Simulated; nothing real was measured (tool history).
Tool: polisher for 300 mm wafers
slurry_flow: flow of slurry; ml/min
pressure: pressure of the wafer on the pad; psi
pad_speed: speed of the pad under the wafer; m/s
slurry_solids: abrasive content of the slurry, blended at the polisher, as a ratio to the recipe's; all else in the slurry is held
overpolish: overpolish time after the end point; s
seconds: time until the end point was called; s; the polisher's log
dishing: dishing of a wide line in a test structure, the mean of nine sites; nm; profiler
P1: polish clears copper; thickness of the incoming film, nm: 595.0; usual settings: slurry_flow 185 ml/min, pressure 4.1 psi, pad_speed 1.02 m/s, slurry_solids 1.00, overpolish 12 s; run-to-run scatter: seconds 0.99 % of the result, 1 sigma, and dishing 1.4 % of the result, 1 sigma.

run,hour,slurry_flow,pressure,pad_speed,slurry_solids,overpolish,seconds,dishing
1,10.5,185,4.1,1.02,1.00,12,116.400,42.313
2,21.1,185,4.1,1.02,1.00,12,119.110,42.051
3,35.6,185,4.1,1.02,1.00,12,118.940,42.167
# hour 40.5: slurry blender recalibrated
4,49.2,185,4.1,1.02,1.00,23,120.390,71.905
5,56.7,185,4.1,1.02,0.65,12,128.930,38.530
6,65.1,110,4.1,1.02,1.00,12,128.250,38.948
7,75.1,185,4.1,1.48,1.00,12,81.527,57.589
8,86.9,185,4.1,1.02,1.35,4,110.560,16.267
9,94.9,185,1.8,1.02,1.00,12,264.980,19.582
10,108.0,185,6.3,1.02,1.00,12,77.006,61.159
11,122.7,275,4.1,1.02,1.00,12,111.960,42.774
12,137.8,185,4.1,0.66,1.00,12,178.470,28.662
13,147.4,185,4.1,1.02,1.00,12,116.420,42.432
14,163.2,185,4.1,1.02,1.45,12,108.680,44.478
15,171.4,185,4.1,1.02,1.00,6,115.200,22.331
16,181.9,185,4.1,1.02,1.00,12,119.100,42.015
17,197.1,185,4.1,1.02,1.00,12,118.720,42.444
18,210.4,185,4.1,1.02,1.00,12,119.830,40.540
19,221.8,185,4.1,1.02,1.00,12,121.040,40.493

The next listed run, before its measurement:
# hour 231.5: head pressure recalibrated
20,235.3,185,4.1,1.02,1.00,12,?,?

{"run 20": {"seconds": 125.53, "dishing": 40.563}}
